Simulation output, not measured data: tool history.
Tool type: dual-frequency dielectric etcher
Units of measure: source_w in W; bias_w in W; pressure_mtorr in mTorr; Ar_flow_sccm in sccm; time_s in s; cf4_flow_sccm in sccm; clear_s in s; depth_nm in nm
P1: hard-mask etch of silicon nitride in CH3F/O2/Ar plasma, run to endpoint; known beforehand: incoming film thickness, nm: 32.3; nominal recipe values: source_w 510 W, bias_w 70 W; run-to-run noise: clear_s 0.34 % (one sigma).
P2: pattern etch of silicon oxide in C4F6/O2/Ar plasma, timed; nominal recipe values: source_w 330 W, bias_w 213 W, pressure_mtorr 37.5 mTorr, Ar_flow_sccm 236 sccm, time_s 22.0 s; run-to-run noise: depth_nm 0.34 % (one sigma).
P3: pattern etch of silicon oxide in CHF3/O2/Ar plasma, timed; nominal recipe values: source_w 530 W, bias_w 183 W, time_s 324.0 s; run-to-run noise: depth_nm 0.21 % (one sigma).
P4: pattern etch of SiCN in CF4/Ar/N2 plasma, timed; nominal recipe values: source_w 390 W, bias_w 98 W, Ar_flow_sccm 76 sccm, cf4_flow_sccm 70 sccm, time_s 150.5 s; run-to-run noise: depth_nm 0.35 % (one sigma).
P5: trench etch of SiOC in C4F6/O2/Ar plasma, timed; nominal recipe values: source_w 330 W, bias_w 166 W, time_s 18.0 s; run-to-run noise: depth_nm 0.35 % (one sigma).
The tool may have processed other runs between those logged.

run	hour	process	source_w	bias_w	pressure_mtorr	Ar_flow_sccm	time_s	cf4_flow_sccm	clear_s	depth_nm
1	12.0	P1	510	70					43.238	
2	19.2	P1	650	70					39.226	
3	34.7	P2	330	213	37.5	171	22.0			71.134
4	43.0	P2	460	213	37.5	236	22.0			78.408
5	50.7	P1	510	100					38.144	
6	65.9	P4	530	98		76	150.5	70		171.740
# hour 68.3: wet clean of the chamber
7	80.0	P1	630	88					36.923	
8	90.8	P4	390	98		76	188.5	70		164.870
9	103.1	P2	330	213	49.0	236	22.0			66.957
10	117.1	P2	330	213	37.5	236	28.0			87.465
11	125.2	P5	330	103			18.0			29.332
12	135.7	P4	390	98		76	150.5	44		123.850
13	143.3	P1	400	70					47.276	
14	157.7	P1	660	90					35.923	
15	170.2	P1	510	47					48.998	
16	180.5	P1	710	98					33.917	
17	196.1	P4	390	98		76	150.5	70		132.130
18	210.1	P5	460	166			18.0			38.450
19	217.8	P3	530	183			324.0			612.790
20	228.6	P2	330	280	37.5	236	22.0			76.064
21	239.6	P4	390	98		76	150.5	70		132.410
22	248.8	P3	530	183			418.0			790.960
23	256.1	P3	650	183			324.0			660.780
24	265.9	P1	510	70					43.333	
25	277.6	P5	330	166			18.0			33.749
26	288.2	P5	330	166			10.0			18.812
27	303.5	P4	390	98		48	150.5	70		138.540
28	318.7	P2	330	213	37.5	236	22.0			68.645
29	328.5	P3	530	120			324.0			535.440
30	336.8	P1	510	70					43.081	
31	348.9	P1	510	70					43.208	
32	360.9	P3	530	183			324.0			611.800
33	373.8	P4	390	66		76	150.5	70		114.590
34	384.9	P1	510	70					43.410	
35	392.5	P1	510	70					43.203	
36	409.3	P1	510	70					43.195	
37	418.0	P1	510	70					43.500	
38	425.5	P1	510	70					43.446	
39	435.7	P1	510	70					43.497	
# hour 450.8: wet clean of the chamber
40	451.3	P1	510	70					43.865	
41	458.6	P1	510	70					44.132	
42	473.7	P1	510	70					44.180	

What P1 gives has crept off from where it sat before. The 2 causes that follow fit the log equally well, each at the size noted:
A: bias power that arrives under what is set, % = 4.99
B: source power that arrives under what is set, % = 4.35
The gradual shift began around hour 409.3.
The rest of the possible causes, and what rules out each one:
chamber walls in a state that lowers the etch rate, %: work on it at hour 450.8, done after the drift set in, did not restore what the process gave before

The list below offers 4 check runs, each averaging the results of 2 wafers, and shows each result as a question mark. For which of them would the listed causes give clearly different results?
check 1	488.8	P5	330	106			11.0			?
check 2	488.8	P4	390	67		52	150.5	70		?
check 3	488.8	P3	600	130			324.0			?
check 4	488.8	P2	450	213	37.5	236	22.0			?

If the cause were each of the candidates in turn, the checks would give the following:
check	result	if A	if B
check 1	depth_nm	17.798	17.737
check 2	depth_nm	119.090	116.330
check 3	depth_nm	565.900	565.100
check 4	depth_nm	76.502	76.451
Gap, in per cent, between the two causes that each check separates least, read from the result that separates them most: check 1 0.34 %; check 2 2.35 %; check 3 0.14 %; check 4 0.07 %
Only check 2 tells the causes apart: in the others they would give nearly the same result.

Then check 2 was run and gave: depth_nm 116.350 nm. Which cause is it?

It was cause B: source power that arrives under what is set, %.
